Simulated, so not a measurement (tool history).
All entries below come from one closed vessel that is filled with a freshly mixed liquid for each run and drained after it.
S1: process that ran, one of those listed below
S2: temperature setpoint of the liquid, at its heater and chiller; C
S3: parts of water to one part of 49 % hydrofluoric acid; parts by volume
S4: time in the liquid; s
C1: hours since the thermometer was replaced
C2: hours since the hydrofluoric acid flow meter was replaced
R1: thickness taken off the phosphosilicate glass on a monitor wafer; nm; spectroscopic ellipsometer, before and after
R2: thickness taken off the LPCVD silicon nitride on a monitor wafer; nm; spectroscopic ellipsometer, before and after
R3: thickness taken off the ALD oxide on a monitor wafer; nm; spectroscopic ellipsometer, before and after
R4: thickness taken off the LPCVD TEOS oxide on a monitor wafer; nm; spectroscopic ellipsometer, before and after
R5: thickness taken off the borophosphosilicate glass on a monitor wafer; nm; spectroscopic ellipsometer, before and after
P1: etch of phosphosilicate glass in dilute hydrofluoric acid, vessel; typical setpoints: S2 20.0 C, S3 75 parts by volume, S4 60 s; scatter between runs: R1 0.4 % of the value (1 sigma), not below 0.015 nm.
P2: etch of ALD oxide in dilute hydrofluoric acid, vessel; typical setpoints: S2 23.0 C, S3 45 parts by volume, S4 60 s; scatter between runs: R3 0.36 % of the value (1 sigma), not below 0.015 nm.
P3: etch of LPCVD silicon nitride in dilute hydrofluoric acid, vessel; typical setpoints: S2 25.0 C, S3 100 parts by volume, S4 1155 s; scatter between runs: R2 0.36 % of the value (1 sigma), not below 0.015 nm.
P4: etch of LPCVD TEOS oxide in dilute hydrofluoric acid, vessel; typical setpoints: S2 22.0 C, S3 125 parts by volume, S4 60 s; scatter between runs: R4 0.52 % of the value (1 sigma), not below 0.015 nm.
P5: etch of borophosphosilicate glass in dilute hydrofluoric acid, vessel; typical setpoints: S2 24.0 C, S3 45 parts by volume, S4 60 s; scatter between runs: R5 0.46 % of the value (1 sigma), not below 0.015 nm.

run,day,S1,S2,S3,S4,C1,C2,R1,R2,R3,R4,R5
1,0.221,P1,20.0,75,60,704.8,367.1,42.510,,,,
2,0.433,P1,20.0,30,30,709.9,372.2,56.070,,,,
3,0.592,P3,25.0,30,1155,713.7,376.0,,18.9760,,,
4,0.858,P2,30.5,45,60,720.1,382.4,,,54.965,,
5,1.083,P1,20.0,75,60,725.5,387.8,42.727,,,,
6,1.271,P1,20.0,75,60,730.0,392.3,42.712,,,,
7,1.412,P4,22.0,125,60,733.4,395.7,,,,8.6470,
8,1.575,P1,20.0,75,60,737.3,399.6,42.762,,,,
9,1.771,P5,24.0,45,105,742.0,404.3,,,,,91.534
10,1.942,P1,17.0,75,60,746.1,408.4,37.458,,,,
11,2.171,P5,24.0,45,60,751.6,413.9,,,,,52.131
12,2.321,P5,24.0,20,60,755.2,417.5,,,,,120.540
13,2.567,P3,25.0,100,645,761.1,423.4,,3.2376,,,
14,2.746,P2,23.0,65,60,765.4,427.7,,,27.439,,
15,3.012,P4,22.0,125,60,771.8,434.1,,,,8.7349,
16,3.138,P1,20.0,75,110,774.8,437.1,78.298,,,,
17,3.371,P1,20.0,30,60,780.4,442.7,112.540,,,,
18,3.517,P4,27.0,125,60,783.9,446.2,,,,10.4770,
19,3.667,P1,20.0,75,30,787.5,449.8,21.262,,,,
20,3.812,P5,20.0,45,60,791.0,453.3,,,,,43.692
21,4.042,P1,25.5,75,60,796.5,458.8,53.414,,,,
22,4.312,P3,25.0,100,1155,803.0,465.3,,5.8014,,,
23,4.471,P1,27.0,20,60,806.8,469.1,229.300,,,,
24,4.746,P4,22.0,75,60,813.4,475.7,,,,15.2440,
25,4.900,P4,22.0,125,105,817.1,479.4,,,,15.2010,
26,5.112,P2,23.0,45,30,822.2,484.5,,,20.432,,
27,5.296,P3,17.5,100,1155,826.6,488.9,,3.5014,,,
# day 5.429: thermometer replaced
28,5.542,P2,23.0,45,60,2.8,494.8,,,40.752,,
29,5.733,P3,25.0,100,1155,7.4,499.4,,5.7888,,,
30,5.854,P1,20.0,105,60,10.3,502.3,29.355,,,,
31,6.088,P1,17.0,75,85,15.9,507.9,52.812,,,,
32,6.338,P5,24.0,45,60,21.9,513.9,,,,,52.320
33,6.471,P1,20.0,75,60,25.1,517.1,42.136,,,,
34,6.621,P1,20.0,75,60,28.7,520.7,43.336,,,,
35,6.867,P1,20.0,75,60,34.6,526.6,44.565,,,,
36,7.000,P1,20.0,75,60,37.8,529.8,44.766,,,,
37,7.125,P1,20.0,75,60,40.8,532.8,45.093,,,,
38,7.396,P1,20.0,75,60,47.3,539.3,45.344,,,,
39,7.617,P1,20.0,75,60,52.6,544.6,45.546,,,,
40,7.846,P1,20.0,75,60,58.1,550.1,45.468,,,,
41,8.062,P1,20.0,75,60,63.3,555.3,45.617,,,,
42,8.254,P1,20.0,75,60,67.9,559.9,46.024,,,,

P1 no longer gives what it gave before; its output has crept away from where it was. The following 2 causes, each at its listed size, fit the log equally well:
A: liquid hotter than its thermometer reads (K) = 1.77
B: hydrofluoric acid flow above the setpoint (%) = 7
The gradual shift began around day 6.471.

Each of the 4 check runs below uses one wafer; its results are left as question marks. Which run tells the causes apart?
check 1,8.446,P5,24.0,20,90,,,,,,,?
check 2,8.446,P4,27.0,125,105,,,,,,?,
check 3,8.446,P3,19.5,55,1155,,,,?,,,
check 4,8.446,P2,28.5,45,60,,,,,?,,

If the cause were each of the candidates in turn, the checks would give the following:
check,result,if A,if B
check 1,R5,195.330,194.410
check 2,R4,19.6140,19.8470
check 3,R2,8.1180,7.6718
check 4,R3,54.687,54.787
Gap, in per cent, between the two causes that each check separates least, read from the result that separates them most: check 1 0.47 %; check 2 1.18 %; check 3 5.65 %; check 4 0.18 %
The other checks would show nearly matching results whichever cause is true, so check 3 is the only one that separates the causes.

The results of check 3 are: R2 8.0677 nm. Based on these, which of the listed causes is it?

It was cause A: liquid hotter than its thermometer reads (K).
